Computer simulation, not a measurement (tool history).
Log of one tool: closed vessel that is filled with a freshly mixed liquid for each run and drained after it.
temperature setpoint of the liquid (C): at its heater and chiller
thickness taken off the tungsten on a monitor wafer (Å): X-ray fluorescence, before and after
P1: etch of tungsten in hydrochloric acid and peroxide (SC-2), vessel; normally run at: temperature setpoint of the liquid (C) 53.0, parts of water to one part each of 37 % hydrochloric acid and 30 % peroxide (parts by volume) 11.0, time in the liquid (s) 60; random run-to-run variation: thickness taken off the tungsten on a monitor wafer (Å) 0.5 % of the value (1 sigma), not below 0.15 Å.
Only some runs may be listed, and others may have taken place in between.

run	hour	temperature setpoint of the liquid (C)	parts of water to one part each of 37 % hydrochloric acid and 30 % peroxide (parts by volume)	time in the liquid (s)	hours since the thermometer was replaced	hours since the chemicals flow meter was replaced	hours since the drum of peroxide was connected	thickness taken off the tungsten on a monitor wafer (Å)
1	13.9	53.0	11.0	60	1581.5	836.0	327.5	160.530
2	30.7	53.0	19.5	60	1598.3	852.8	344.3	98.504
3	44.6	53.0	11.0	60	1612.2	866.7	358.2	160.950
4	56.3	53.0	4.0	60	1623.9	878.4	369.9	347.670
5	64.2	53.0	15.5	30	1631.8	886.3	377.8	59.894
6	72.6	53.0	11.0	60	1640.2	894.7	386.2	161.630
7	86.8	53.0	11.0	30	1654.4	908.9	400.4	80.656
8	95.7	53.0	11.0	60	1663.3	917.8	409.3	161.490
9	103.1	67.0	11.0	60	1670.7	925.2	416.7	389.010
10	114.6	53.0	11.0	60	1682.2	936.7	428.2	160.970
11	121.9	53.0	11.0	110	1689.5	944.0	435.5	296.160
12	134.0	53.0	11.0	60	1701.6	956.1	447.6	161.220
13	146.8	36.5	11.0	60	1714.4	968.9	460.4	52.026
14	162.9	53.0	11.0	60	1730.5	985.0	476.5	161.940

What will run 15 give?
15	179.1	53.0	11.0	60	1746.7	1001.2	492.7	?

Run 15 measured thickness taken off the tungsten on a monitor wafer (Å) 167.630.

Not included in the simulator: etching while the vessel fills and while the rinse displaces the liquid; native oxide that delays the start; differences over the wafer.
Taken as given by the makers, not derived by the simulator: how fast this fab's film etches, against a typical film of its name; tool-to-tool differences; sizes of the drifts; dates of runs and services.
